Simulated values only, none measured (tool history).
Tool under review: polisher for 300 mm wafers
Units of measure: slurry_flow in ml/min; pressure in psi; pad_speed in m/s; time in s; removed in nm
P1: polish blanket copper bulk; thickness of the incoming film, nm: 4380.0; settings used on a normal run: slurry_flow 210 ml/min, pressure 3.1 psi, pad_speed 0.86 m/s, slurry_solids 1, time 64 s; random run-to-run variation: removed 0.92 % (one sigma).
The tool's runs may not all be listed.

| run | hour | slurry_flow | pressure | pad_speed | slurry_solids | time | removed |
|---|---|---|---|---|---|---|---|
| 1 | 8.3 | 210 | 3.1 | 0.86 | 1 | 64 | 456.23 |
| 2 | 19.5 | 210 | 3.1 | 0.86 | 0.8 | 33 | 222.91 |
| 3 | 29.4 | 210 | 4.9 | 0.86 | 1 | 64 | 715.27 |
| 4 | 37.9 | 210 | 3.1 | 0.86 | 1 | 46 | 323.33 |
| 5 | 46 | 305 | 3.1 | 0.86 | 1 | 64 | 470.11 |
| 6 | 56 | 210 | 3.1 | 0.4 | 1 | 64 | 214.73 |
| 7 | 67.2 | 210 | 3.1 | 0.86 | 1 | 64 | 452.42 |
| 8 | 77.5 | 210 | 3.1 | 1.22 | 1 | 84 | 835.85 |
| 9 | 85.2 | 210 | 2 | 0.86 | 1 | 64 | 297.48 |
| 10 | 93.2 | 210 | 3.1 | 0.86 | 1 | 95 | 674.66 |
| 11 | 103.1 | 210 | 3.1 | 0.86 | 1.25 | 64 | 471.77 |
| 12 | 112 | 210 | 3.1 | 0.86 | 1 | 64 | 453.46 |
|  | 119.8 | worn pad replaced by a new one |
| 13 | 121.3 | 210 | 3.1 | 0.86 | 1 | 64 | 460.11 |
| 14 | 133.3 | 125 | 3.1 | 0.86 | 1 | 64 | 416.19 |
| 15 | 146 | 210 | 3.1 | 1.32 | 1 | 64 | 695.23 |
|  | 147 | slurry nozzle cleaned |
| 16 | 157.2 | 210 | 3.1 | 0.86 | 0.7 | 64 | 420.59 |
| 17 | 167 | 210 | 3.1 | 0.86 | 1 | 64 | 447.69 |
| 18 | 178 | 210 | 3.1 | 0.86 | 1 | 64 | 446.71 |
| 19 | 185 | 210 | 3.1 | 0.86 | 1 | 64 | 441.63 |
| 20 | 195.1 | 210 | 3.1 | 0.86 | 1 | 64 | 439.25 |
| 21 | 204.4 | 210 | 3.1 | 0.86 | 1 | 64 | 440.76 |
| 22 | 217.1 | 210 | 3.1 | 0.86 | 1 | 64 | 441.04 |
| 23 | 225.1 | 210 | 3.1 | 0.86 | 1 | 64 | 437.19 |
|  | 225.2 | worn pad replaced by a new one |
|  | 228.6 | head pressure recalibrated |
| 24 | 233.7 | 210 | 3.1 | 0.86 | 1 | 64 | 436.19 |
| 25 | 248 | 210 | 3.1 | 0.86 | 1 | 64 | 430.1 |
| 26 | 256.5 | 210 | 3.1 | 0.86 | 1 | 64 | 440.21 |
| 27 | 270.7 | 210 | 3.1 | 0.86 | 1 | 64 | 433.14 |

P1 no longer gives what it gave before; its output has crept away from where it was. The following 2 causes, each at its listed size, fit the log equally well:
A: abrasive missing from the slurry, % = 21.2
B: slurry flow missing at the pad, % = 28.8
The process output started creeping at around hour 167.
All other causes, with the reason each is excluded:
removal rate lost through wear of the pad, %: serviced at hour 225.2, after the change had begun; the process did not return to its earlier output
head's pressure below its setpoint, %: serviced at hour 228.6, after the change had begun; the process did not return to its earlier output

The 4 check runs listed below each average the results of 5 wafers, and their outcomes are marked with question marks. Under which run would the listed causes produce clearly different results?
| check 1 | 284.9 | 125 | 3.1 | 0.86 | 0.8 | 64 | ? |
| check 2 | 284.9 | 210 | 4.3 | 0.86 | 1 | 80 | ? |
| check 3 | 284.9 | 210 | 3.1 | 1.28 | 1 | 64 | ? |
| check 4 | 284.9 | 210 | 3.1 | 0.86 | 1.2 | 64 | ? |

Check results expected under each cause:
| check | result | if A | if B |
|---|---|---|---|
| check 1 | removed | 380 | 368.09 |
| check 2 | removed | 750.11 | 750.13 |
| check 3 | removed | 643.9 | 643.92 |
| check 4 | removed | 449.55 | 450.06 |
Separation of the two closest causes in each check, using whichever result separates them best: check 1 3.18 %; check 2 0 %; check 3 0 %; check 4 0.11 %
The other checks would show nearly matching results whichever cause is true, so check 1 is the only one that separates the causes.

Check 1 was carried out, with these results: removed 380.92 nm. Which of the listed causes is responsible?

The cause is A: abrasive missing from the slurry, %.
